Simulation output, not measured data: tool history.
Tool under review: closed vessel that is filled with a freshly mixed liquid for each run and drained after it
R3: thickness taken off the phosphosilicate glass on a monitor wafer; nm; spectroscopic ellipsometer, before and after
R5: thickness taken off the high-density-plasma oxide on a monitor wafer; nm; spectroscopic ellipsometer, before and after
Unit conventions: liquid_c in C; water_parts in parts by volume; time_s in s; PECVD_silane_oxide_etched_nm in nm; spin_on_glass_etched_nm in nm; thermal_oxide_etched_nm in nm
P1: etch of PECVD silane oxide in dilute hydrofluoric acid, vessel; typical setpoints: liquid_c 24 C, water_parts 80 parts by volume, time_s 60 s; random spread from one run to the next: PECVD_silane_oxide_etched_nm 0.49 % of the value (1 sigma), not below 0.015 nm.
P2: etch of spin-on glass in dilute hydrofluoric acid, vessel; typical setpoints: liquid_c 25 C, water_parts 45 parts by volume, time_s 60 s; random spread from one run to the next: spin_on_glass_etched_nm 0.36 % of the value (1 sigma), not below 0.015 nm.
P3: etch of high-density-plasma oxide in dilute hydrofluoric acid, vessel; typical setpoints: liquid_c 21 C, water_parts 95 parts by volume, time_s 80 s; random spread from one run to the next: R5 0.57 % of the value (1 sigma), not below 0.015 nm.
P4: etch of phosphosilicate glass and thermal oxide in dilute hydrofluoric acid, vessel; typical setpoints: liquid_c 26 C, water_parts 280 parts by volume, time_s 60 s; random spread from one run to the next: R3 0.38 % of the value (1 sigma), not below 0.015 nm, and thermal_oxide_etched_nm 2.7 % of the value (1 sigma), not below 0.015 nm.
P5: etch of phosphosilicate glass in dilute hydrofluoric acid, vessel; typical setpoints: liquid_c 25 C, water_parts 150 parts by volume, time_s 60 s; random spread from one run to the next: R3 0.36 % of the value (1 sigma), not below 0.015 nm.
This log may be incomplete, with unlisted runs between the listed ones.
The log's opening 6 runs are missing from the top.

Run 7, day 1.483: process P5, liquid_c 25 C, water_parts 230 parts by volume, time_s 60 s. Result: R3 46.452 nm.
At day 1.721: thermometer replaced.
Run 8, day 1.792: process P4, liquid_c 26 C, water_parts 115 parts by volume, time_s 60 s. Result: R3 109.35 nm, thermal_oxide_etched_nm 2.6315 nm.
Run 9, day 2.104: process P5, liquid_c 25 C, water_parts 150 parts by volume, time_s 30 s. Result: R3 38.796 nm.
Run 10, day 2.404: process P1, liquid_c 24 C, water_parts 125 parts by volume, time_s 105 s. Result: PECVD_silane_oxide_etched_nm 12.157 nm.
Run 11, day 2.629: process P3, liquid_c 21 C, water_parts 175 parts by volume, time_s 80 s. Result: R5 2.1594 nm.
Run 12, day 2.846: process P3, liquid_c 27.5 C, water_parts 95 parts by volume, time_s 80 s. Result: R5 5.6001 nm.
Run 13, day 3.008: process P1, liquid_c 31 C, water_parts 80 parts by volume, time_s 60 s. Result: PECVD_silane_oxide_etched_nm 15.062 nm.
Run 14, day 3.2: process P1, liquid_c 24 C, water_parts 80 parts by volume, time_s 90 s. Result: PECVD_silane_oxide_etched_nm 17.055 nm.
Run 15, day 3.467: process P1, liquid_c 24 C, water_parts 80 parts by volume, time_s 60 s. Result: PECVD_silane_oxide_etched_nm 11.36 nm.
Run 16, day 3.646: process P4, liquid_c 32.5 C, water_parts 280 parts by volume, time_s 60 s. Result: R3 46.172 nm, thermal_oxide_etched_nm 1.0664 nm.
Run 17, day 3.854: process P3, liquid_c 21 C, water_parts 95 parts by volume, time_s 130 s. Result: R5 7.1017 nm.
Run 18, day 4.125: process P1, liquid_c 24 C, water_parts 80 parts by volume, time_s 30 s. Result: PECVD_silane_oxide_etched_nm 5.6312 nm.
Run 19, day 4.275: process P2, liquid_c 25 C, water_parts 45 parts by volume, time_s 60 s. Result: spin_on_glass_etched_nm 51.077 nm.
Run 20, day 4.592: process P3, liquid_c 21 C, water_parts 95 parts by volume, time_s 80 s. Result: R5 4.3327 nm.
Run 21, day 4.738: process P2, liquid_c 25 C, water_parts 45 parts by volume, time_s 30 s. Result: spin_on_glass_etched_nm 25.433 nm.
Run 22, day 4.883: process P1, liquid_c 24 C, water_parts 145 parts by volume, time_s 60 s. Result: PECVD_silane_oxide_etched_nm 5.7842 nm.
Run 23, day 5.112: process P5, liquid_c 25 C, water_parts 150 parts by volume, time_s 60 s. Result: R3 78.002 nm.
At day 5.321: hydrofluoric acid flow meter replaced.
Run 24, day 5.338: process P4, liquid_c 26 C, water_parts 280 parts by volume, time_s 30 s. Result: R3 18.697 nm, thermal_oxide_etched_nm 0.43064 nm.
Run 25, day 5.533: process P2, liquid_c 25 C, water_parts 60 parts by volume, time_s 60 s. Result: spin_on_glass_etched_nm 37.538 nm.
Run 26, day 5.742: process P1, liquid_c 19.5 C, water_parts 80 parts by volume, time_s 60 s. Result: PECVD_silane_oxide_etched_nm 9.4902 nm.
Run 27, day 6.05: process P1, liquid_c 24 C, water_parts 80 parts by volume, time_s 60 s. Result: PECVD_silane_oxide_etched_nm 11.366 nm.
Run 28, day 6.238: process P4, liquid_c 26 C, water_parts 280 parts by volume, time_s 60 s. Result: R3 37.517 nm, thermal_oxide_etched_nm 0.89949 nm.
Run 29, day 6.429: process P5, liquid_c 17 C, water_parts 150 parts by volume, time_s 60 s. Result: R3 56.836 nm.

The next listed run, before its measurement:
Run 30, day 6.617: process P1, liquid_c 24 C, water_parts 80 parts by volume, time_s 60 s. Result: PECVD_silane_oxide_etched_nm ?.

PECVD_silane_oxide_etched_nm: 11.412 nm
